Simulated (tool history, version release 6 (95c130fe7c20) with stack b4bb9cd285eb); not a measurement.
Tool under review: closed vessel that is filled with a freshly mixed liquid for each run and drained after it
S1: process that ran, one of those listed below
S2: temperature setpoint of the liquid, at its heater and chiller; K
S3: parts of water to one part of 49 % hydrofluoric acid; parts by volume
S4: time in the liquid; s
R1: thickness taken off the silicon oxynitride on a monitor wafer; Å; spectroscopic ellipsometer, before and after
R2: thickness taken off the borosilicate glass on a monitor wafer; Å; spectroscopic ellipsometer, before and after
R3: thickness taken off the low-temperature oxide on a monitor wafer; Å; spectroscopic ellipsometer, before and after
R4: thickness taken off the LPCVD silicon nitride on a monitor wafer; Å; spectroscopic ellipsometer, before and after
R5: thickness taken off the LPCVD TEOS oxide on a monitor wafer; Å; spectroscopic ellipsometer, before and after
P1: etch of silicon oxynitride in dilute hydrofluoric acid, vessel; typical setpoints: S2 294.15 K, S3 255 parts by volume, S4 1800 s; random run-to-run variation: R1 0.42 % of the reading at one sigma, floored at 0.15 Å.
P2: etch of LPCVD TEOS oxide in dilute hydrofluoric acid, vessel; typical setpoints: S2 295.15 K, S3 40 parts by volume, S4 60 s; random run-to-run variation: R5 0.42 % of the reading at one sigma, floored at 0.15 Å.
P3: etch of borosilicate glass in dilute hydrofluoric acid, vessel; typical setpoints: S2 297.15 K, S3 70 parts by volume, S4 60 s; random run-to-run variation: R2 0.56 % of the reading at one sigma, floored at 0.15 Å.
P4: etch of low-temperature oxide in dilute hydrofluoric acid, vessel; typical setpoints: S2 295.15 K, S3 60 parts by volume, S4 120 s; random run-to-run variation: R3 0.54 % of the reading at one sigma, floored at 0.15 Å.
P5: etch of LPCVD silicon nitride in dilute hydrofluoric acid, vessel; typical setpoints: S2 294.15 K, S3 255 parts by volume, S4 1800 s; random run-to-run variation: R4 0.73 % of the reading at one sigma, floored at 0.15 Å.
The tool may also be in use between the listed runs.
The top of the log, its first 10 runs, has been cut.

run	day	S1	S2	S3	S4	R1	R2	R3	R4	R5
11	3.046	P1	294.15	255	1800	137.81				
12	3.383	P1	294.15	470	1800	66.176				
13	3.646	P2	295.15	40	30					219.48
14	3.829	P4	295.15	60	120			413.53		
15	4.121	P1	299.65	255	1800	174.42				
16	4.479	P3	297.15	70	60		368.37			
17	4.654	P1	294.15	255	3440	262.08				
18	4.875	P1	294.15	55	1800	733.75				
19	5.179	P4	295.15	60	120			413.37		
20	5.525	P2	295.15	20	60					912.81
# day 5.642: hydrofluoric acid flow meter replaced
21	5.879	P3	297.15	70	60		364.97			
22	6.2	P1	290.15	385	1800	70.888				
23	6.417	P4	295.15	25	120			1042.1		
24	6.733	P5	294.15	255	1800				28.196	
25	7.004	P2	295.15	40	60					442.22
26	7.212	P2	302.15	40	60					585.01
27	7.454	P1	302.15	255	705	76.525				
28	7.808	P3	297.15	25	60		1082.9			
29	8.142	P5	294.15	130	1800				53.59	
30	8.417	P3	297.15	70	30		183.7			
31	8.7	P4	295.15	60	65			223.41		
32	8.983	P5	290.15	255	1800				21.556	
33	9.204	P1	294.15	255	1800	137.76				
34	9.412	P1	294.15	255	1800	141.17				
35	9.625	P1	294.15	255	1800	145.67				

For run 36, what comes out?
36	9.988	P1	294.15	255	1800	?				

Logged for run 36: R1 146.38 Å.

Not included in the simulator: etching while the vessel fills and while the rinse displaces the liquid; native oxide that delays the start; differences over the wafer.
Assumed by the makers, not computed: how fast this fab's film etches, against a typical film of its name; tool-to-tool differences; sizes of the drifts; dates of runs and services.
